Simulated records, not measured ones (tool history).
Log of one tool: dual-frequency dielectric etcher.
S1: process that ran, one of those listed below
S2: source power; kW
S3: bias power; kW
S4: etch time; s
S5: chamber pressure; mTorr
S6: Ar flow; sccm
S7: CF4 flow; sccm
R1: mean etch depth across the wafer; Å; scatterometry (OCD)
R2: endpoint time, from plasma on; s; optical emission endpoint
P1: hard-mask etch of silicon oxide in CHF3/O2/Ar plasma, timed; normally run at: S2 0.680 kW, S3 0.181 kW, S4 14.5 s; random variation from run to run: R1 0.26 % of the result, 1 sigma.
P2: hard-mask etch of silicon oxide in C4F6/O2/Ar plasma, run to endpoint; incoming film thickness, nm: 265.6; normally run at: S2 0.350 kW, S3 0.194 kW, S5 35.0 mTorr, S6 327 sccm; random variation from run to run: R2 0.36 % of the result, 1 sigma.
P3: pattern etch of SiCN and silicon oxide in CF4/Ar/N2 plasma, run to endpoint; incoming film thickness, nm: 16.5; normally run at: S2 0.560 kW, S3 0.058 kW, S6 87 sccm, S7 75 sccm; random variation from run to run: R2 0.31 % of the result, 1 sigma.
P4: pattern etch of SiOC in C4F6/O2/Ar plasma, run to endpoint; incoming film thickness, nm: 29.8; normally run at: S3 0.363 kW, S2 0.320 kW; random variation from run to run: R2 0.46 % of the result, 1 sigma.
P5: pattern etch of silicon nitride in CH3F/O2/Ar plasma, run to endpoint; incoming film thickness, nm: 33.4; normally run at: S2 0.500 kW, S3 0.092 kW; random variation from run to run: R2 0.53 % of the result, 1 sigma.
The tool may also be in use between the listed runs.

{"run": 1, "hour": 14.8, "S1": "P1", "S2": 0.68, "S3": 0.181, "S4": 14.5, "R1": 310.29}
{"run": 2, "hour": 27.0, "S1": "P2", "S2": 0.35, "S3": 0.194, "S5": 35.0, "S6": 327, "R2": 90.277}
{"run": 3, "hour": 41.4, "S1": "P1", "S2": 0.82, "S3": 0.181, "S4": 21.5, "R1": 497.01}
{"run": 4, "hour": 55.9, "S1": "P2", "S2": 0.45, "S3": 0.194, "S5": 35.0, "S6": 327, "R2": 81.676}
{"run": 5, "hour": 65.8, "S1": "P1", "S2": 0.68, "S3": 0.181, "S4": 18.0, "R1": 384.93}
{"run": 6, "hour": 76.6, "S1": "P1", "S2": 0.68, "S3": 0.181, "S4": 14.5, "R1": 310.43}
{"run": 7, "hour": 87.2, "S1": "P2", "S2": 0.35, "S3": 0.194, "S5": 35.0, "S6": 439, "R2": 94.31}
{"run": 8, "hour": 99.9, "S1": "P1", "S2": 0.83, "S3": 0.181, "S4": 14.5, "R1": 335.03}
{"run": 9, "hour": 109.4, "S1": "P1", "S2": 0.86, "S3": 0.229, "S4": 14.5, "R1": 366.75}
{"run": 10, "hour": 116.5, "S1": "P5", "S2": 0.5, "S3": 0.092, "R2": 40.734}
{"run": 11, "hour": 125.2, "S1": "P5", "S2": 0.5, "S3": 0.063, "R2": 46.406}
{"run": 12, "hour": 136.4, "S1": "P1", "S2": 0.68, "S3": 0.136, "S4": 14.5, "R1": 284.14}
{"run": 13, "hour": 150.0, "S1": "P2", "S2": 0.35, "S3": 0.194, "S5": 48.5, "S6": 327, "R2": 94.622}
{"run": 14, "hour": 164.4, "S1": "P5", "S2": 0.5, "S3": 0.092, "R2": 40.686}
{"run": 15, "hour": 174.2, "S1": "P5", "S2": 0.66, "S3": 0.092, "R2": 36.61}
{"run": 16, "hour": 181.6, "S1": "P4", "S2": 0.44, "S3": 0.363, "R2": 10.807}
{"run": 17, "hour": 197.0, "S1": "P1", "S2": 0.68, "S3": 0.148, "S4": 18.0, "R1": 360.71}
{"run": 18, "hour": 206.3, "S1": "P2", "S2": 0.35, "S3": 0.157, "S5": 35.0, "S6": 327, "R2": 97.589}
{"run": 19, "hour": 218.8, "S1": "P1", "S2": 0.68, "S3": 0.181, "S4": 8.5, "R1": 182.54}
{"run": 20, "hour": 227.3, "S1": "P4", "S2": 0.32, "S3": 0.465, "R2": 11.102}
{"run": 21, "hour": 240.9, "S1": "P3", "S2": 0.56, "S3": 0.058, "S6": 87, "S7": 98, "R2": 15.542}
{"run": 22, "hour": 253.0, "S1": "P3", "S2": 0.35, "S3": 0.058, "S6": 87, "S7": 75, "R2": 24.61}
{"run": 23, "hour": 263.5, "S1": "P1", "S2": 0.68, "S3": 0.234, "S4": 14.5, "R1": 339.79}
{"run": 24, "hour": 272.1, "S1": "P1", "S2": 0.4, "S3": 0.181, "S4": 14.5, "R1": 253.79}
{"run": 25, "hour": 282.0, "S1": "P3", "S2": 0.56, "S3": 0.058, "S6": 87, "S7": 75, "R2": 16.232}
{"run": 26, "hour": 295.6, "S1": "P3", "S2": 0.56, "S3": 0.08, "S6": 87, "S7": 75, "R2": 14.685}
{"run": 27, "hour": 305.1, "S1": "P1", "S2": 0.68, "S3": 0.181, "S4": 14.5, "R1": 309.9}
{"run": 28, "hour": 312.9, "S1": "P1", "S2": 0.68, "S3": 0.181, "S4": 14.5, "R1": 311.22}
{"run": 29, "hour": 325.5, "S1": "P3", "S2": 0.56, "S3": 0.058, "S6": 123, "S7": 75, "R2": 17.089}
{"run": 30, "hour": 339.1, "S1": "P4", "S2": 0.32, "S3": 0.363, "R2": 12.147}
{"run": 31, "hour": 347.9, "S1": "P1", "S2": 0.68, "S3": 0.181, "S4": 14.5, "R1": 310.94}
{"run": 32, "hour": 358.2, "S1": "P1", "S2": 0.68, "S3": 0.181, "S4": 14.5, "R1": 308.92}
{"run": 33, "hour": 369.2, "S1": "P1", "S2": 0.68, "S3": 0.181, "S4": 14.5, "R1": 307.28}
{"run": 34, "hour": 377.7, "S1": "P1", "S2": 0.68, "S3": 0.181, "S4": 14.5, "R1": 307.18}
{"run": 35, "hour": 390.2, "S1": "P1", "S2": 0.68, "S3": 0.181, "S4": 14.5, "R1": 307.47}
{"hour": 392.0, "done": "wet clean of the chamber"}
{"run": 36, "hour": 401.9, "S1": "P1", "S2": 0.68, "S3": 0.181, "S4": 14.5, "R1": 307.53}
{"run": 37, "hour": 409.4, "S1": "P1", "S2": 0.68, "S3": 0.181, "S4": 14.5, "R1": 306.71}
{"run": 38, "hour": 419.0, "S1": "P1", "S2": 0.68, "S3": 0.181, "S4": 14.5, "R1": 306.37}
{"run": 39, "hour": 430.3, "S1": "P1", "S2": 0.68, "S3": 0.181, "S4": 14.5, "R1": 305.79}

What P1 gives has crept away from where it was. These 2 causes fit the log equally well, each at the size given:
A: source power that arrives under what is set, % = 4.2
B: bias power that arrives under what is set, % = 4.84
The creep began at about hour 347.9.
Why every other cause is out:
chamber walls in a state that lowers the etch rate, %: serviced at hour 392.0, which brought nothing back

4 check runs are offered, one wafer each, their results left as question marks. Which one tells the causes apart?
{"run": "check 1", "hour": 441.6, "S1": "P2", "S2": 0.35, "S3": 0.194, "S5": 35.0, "S6": 327, "R2": "?"}
{"run": "check 2", "hour": 441.6, "S1": "P4", "S2": 0.32, "S3": 0.363, "R2": "?"}
{"run": "check 3", "hour": 441.6, "S1": "P3", "S2": 0.56, "S3": 0.058, "S6": 87, "S7": 75, "R2": "?"}
{"run": "check 4", "hour": 441.6, "S1": "P5", "S2": 0.5, "S3": 0.092, "R2": "?"}

What each check would give under each cause:
check=check_1 result=R2 if_A=92.158 if_B=92.104
check=check_2 result=R2 if_A=12.374 if_B=12.397
check=check_3 result=R2 if_A=16.855 if_B=16.467
check=check_4 result=R2 if_A=41.553 if_B=41.613
How far apart the two closest causes lie, in the result that separates them most: check 1 0.06 %; check 2 0.18 %; check 3 2.33 %; check 4 0.14 %
Only check 3 tells the causes apart: in the others they would give nearly the same result.

Then check 3 was run and gave: R2 16.895 s. Which cause is it?

It is A: source power that arrives under what is set, %.

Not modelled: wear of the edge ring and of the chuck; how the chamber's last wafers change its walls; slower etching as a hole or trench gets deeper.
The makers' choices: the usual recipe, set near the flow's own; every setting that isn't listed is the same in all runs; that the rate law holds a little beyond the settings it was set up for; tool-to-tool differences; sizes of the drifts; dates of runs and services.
